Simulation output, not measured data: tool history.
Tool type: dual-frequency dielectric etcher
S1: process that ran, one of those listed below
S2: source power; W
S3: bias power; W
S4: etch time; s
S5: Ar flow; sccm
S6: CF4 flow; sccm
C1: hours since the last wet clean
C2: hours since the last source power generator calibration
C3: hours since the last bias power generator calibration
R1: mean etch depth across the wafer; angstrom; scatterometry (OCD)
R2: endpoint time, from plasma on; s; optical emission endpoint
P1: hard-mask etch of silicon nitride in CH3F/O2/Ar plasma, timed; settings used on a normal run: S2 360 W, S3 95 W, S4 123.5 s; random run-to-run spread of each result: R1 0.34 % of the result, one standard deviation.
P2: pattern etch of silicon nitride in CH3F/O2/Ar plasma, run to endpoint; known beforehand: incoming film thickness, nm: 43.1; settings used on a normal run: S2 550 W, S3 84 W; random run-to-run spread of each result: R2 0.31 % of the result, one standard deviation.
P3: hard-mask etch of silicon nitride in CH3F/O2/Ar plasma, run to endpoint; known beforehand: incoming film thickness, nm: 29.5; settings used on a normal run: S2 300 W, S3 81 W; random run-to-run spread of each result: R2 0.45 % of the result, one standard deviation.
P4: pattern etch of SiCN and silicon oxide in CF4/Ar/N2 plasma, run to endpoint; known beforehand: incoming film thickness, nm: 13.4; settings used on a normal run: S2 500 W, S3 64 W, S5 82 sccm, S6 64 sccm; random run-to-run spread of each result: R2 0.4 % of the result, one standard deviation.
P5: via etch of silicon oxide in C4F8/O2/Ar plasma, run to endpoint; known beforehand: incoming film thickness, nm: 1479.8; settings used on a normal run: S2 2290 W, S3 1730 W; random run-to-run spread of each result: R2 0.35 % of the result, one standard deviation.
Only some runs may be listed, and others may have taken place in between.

{"run": 1, "day": 0.446, "S1": "P1", "S2": 360, "S3": 95, "S4": 123.5, "C1": 223.3, "C2": 1903.4, "C3": 297.4, "R1": 933.9}
{"run": 2, "day": 0.879, "S1": "P1", "S2": 250, "S3": 95, "S4": 123.5, "C1": 233.7, "C2": 1913.8, "C3": 307.8, "R1": 813.01}
{"run": 3, "day": 1.183, "S1": "P1", "S2": 360, "S3": 95, "S4": 123.5, "C1": 241.0, "C2": 1921.1, "C3": 315.1, "R1": 929.83}
{"day": 1.312, "done": "bias power generator calibrated"}
{"run": 4, "day": 1.475, "S1": "P1", "S2": 360, "S3": 95, "S4": 123.5, "C1": 248.0, "C2": 1928.1, "C3": 4.0, "R1": 931.16}
{"run": 5, "day": 1.825, "S1": "P3", "S2": 300, "S3": 81, "C1": 256.4, "C2": 1936.5, "C3": 12.4, "R2": 44.514}
{"run": 6, "day": 2.321, "S1": "P2", "S2": 550, "S3": 53, "C1": 268.3, "C2": 1948.4, "C3": 24.3, "R2": 61.789}
{"run": 7, "day": 2.554, "S1": "P5", "S2": 2290, "S3": 2436, "C1": 273.9, "C2": 1954.0, "C3": 29.9, "R2": 254.63}
{"run": 8, "day": 2.838, "S1": "P4", "S2": 500, "S3": 91, "S5": 82, "S6": 64, "C1": 280.7, "C2": 1960.8, "C3": 36.7, "R2": 12.609}
{"day": 3.0, "done": "wet clean of the chamber"}
{"run": 9, "day": 3.158, "S1": "P1", "S2": 490, "S3": 95, "S4": 167.0, "C1": 3.8, "C2": 1968.5, "C3": 44.4, "R1": 1409.8}
{"run": 10, "day": 3.404, "S1": "P3", "S2": 190, "S3": 81, "C1": 9.7, "C2": 1974.4, "C3": 50.3, "R2": 52.211}
{"run": 11, "day": 3.729, "S1": "P1", "S2": 360, "S3": 95, "S4": 80.0, "C1": 17.5, "C2": 1982.2, "C3": 58.1, "R1": 601.94}
{"run": 12, "day": 4.042, "S1": "P3", "S2": 300, "S3": 81, "C1": 25.0, "C2": 1989.7, "C3": 65.6, "R2": 44.324}
{"run": 13, "day": 4.4, "S1": "P1", "S2": 360, "S3": 68, "S4": 123.5, "C1": 33.6, "C2": 1998.3, "C3": 74.2, "R1": 827.05}
{"run": 14, "day": 4.808, "S1": "P4", "S2": 500, "S3": 64, "S5": 111, "S6": 64, "C1": 43.4, "C2": 2008.1, "C3": 84.0, "R2": 14.874}
{"run": 15, "day": 5.071, "S1": "P1", "S2": 360, "S3": 95, "S4": 175.0, "C1": 49.7, "C2": 2014.4, "C3": 90.3, "R1": 1317.2}
{"run": 16, "day": 5.442, "S1": "P5", "S2": 1410, "S3": 1730, "C1": 58.6, "C2": 2023.3, "C3": 99.2, "R2": 342.7}
{"run": 17, "day": 5.904, "S1": "P3", "S2": 300, "S3": 53, "C1": 69.7, "C2": 2034.4, "C3": 110.3, "R2": 51.365}
{"run": 18, "day": 6.354, "S1": "P1", "S2": 440, "S3": 95, "S4": 123.5, "C1": 80.5, "C2": 2045.2, "C3": 121.1, "R1": 1002.9}
{"run": 19, "day": 6.65, "S1": "P2", "S2": 330, "S3": 84, "C1": 87.6, "C2": 2052.3, "C3": 128.2, "R2": 64.51}
{"run": 20, "day": 6.975, "S1": "P1", "S2": 360, "S3": 95, "S4": 123.5, "C1": 95.4, "C2": 2060.1, "C3": 136.0, "R1": 929.09}
{"run": 21, "day": 7.417, "S1": "P2", "S2": 550, "S3": 84, "C1": 106.0, "C2": 2070.7, "C3": 146.6, "R2": 53.292}
{"run": 22, "day": 7.683, "S1": "P4", "S2": 500, "S3": 64, "S5": 82, "S6": 48, "C1": 112.4, "C2": 2077.1, "C3": 153.0, "R2": 14.87}
{"run": 23, "day": 8.175, "S1": "P2", "S2": 550, "S3": 84, "C1": 124.2, "C2": 2088.9, "C3": 164.8, "R2": 53.253}
{"run": 24, "day": 8.408, "S1": "P5", "S2": 2290, "S3": 1730, "C1": 129.8, "C2": 2094.5, "C3": 170.4, "R2": 282.69}
{"run": 25, "day": 8.925, "S1": "P4", "S2": 500, "S3": 64, "S5": 82, "S6": 64, "C1": 142.2, "C2": 2106.9, "C3": 182.8, "R2": 14.166}
{"run": 26, "day": 9.308, "S1": "P4", "S2": 500, "S3": 64, "S5": 82, "S6": 64, "C1": 151.4, "C2": 2116.1, "C3": 192.0, "R2": 14.255}
{"run": 27, "day": 9.588, "S1": "P4", "S2": 670, "S3": 64, "S5": 82, "S6": 64, "C1": 158.1, "C2": 2122.8, "C3": 198.7, "R2": 10.947}
{"run": 28, "day": 9.879, "S1": "P1", "S2": 360, "S3": 132, "S4": 123.5, "C1": 165.1, "C2": 2129.8, "C3": 205.7, "R1": 1060.7}
{"run": 29, "day": 10.371, "S1": "P1", "S2": 360, "S3": 95, "S4": 123.5, "C1": 176.9, "C2": 2141.6, "C3": 217.5, "R1": 933.72}
{"run": 30, "day": 10.671, "S1": "P1", "S2": 360, "S3": 95, "S4": 123.5, "C1": 184.1, "C2": 2148.8, "C3": 224.7, "R1": 923.67}
{"run": 31, "day": 11.021, "S1": "P1", "S2": 360, "S3": 95, "S4": 123.5, "C1": 192.5, "C2": 2157.2, "C3": 233.1, "R1": 925.94}
{"run": 32, "day": 11.508, "S1": "P1", "S2": 360, "S3": 95, "S4": 123.5, "C1": 204.2, "C2": 2168.9, "C3": 244.8, "R1": 916.74}

Forecast run 33:
{"run": 33, "day": 12.017, "S1": "P1", "S2": 360, "S3": 95, "S4": 123.5, "C1": 216.4, "C2": 2181.1, "C3": 257.0, "R1": "?"}

{"run 33": {"R1": 922.22}}
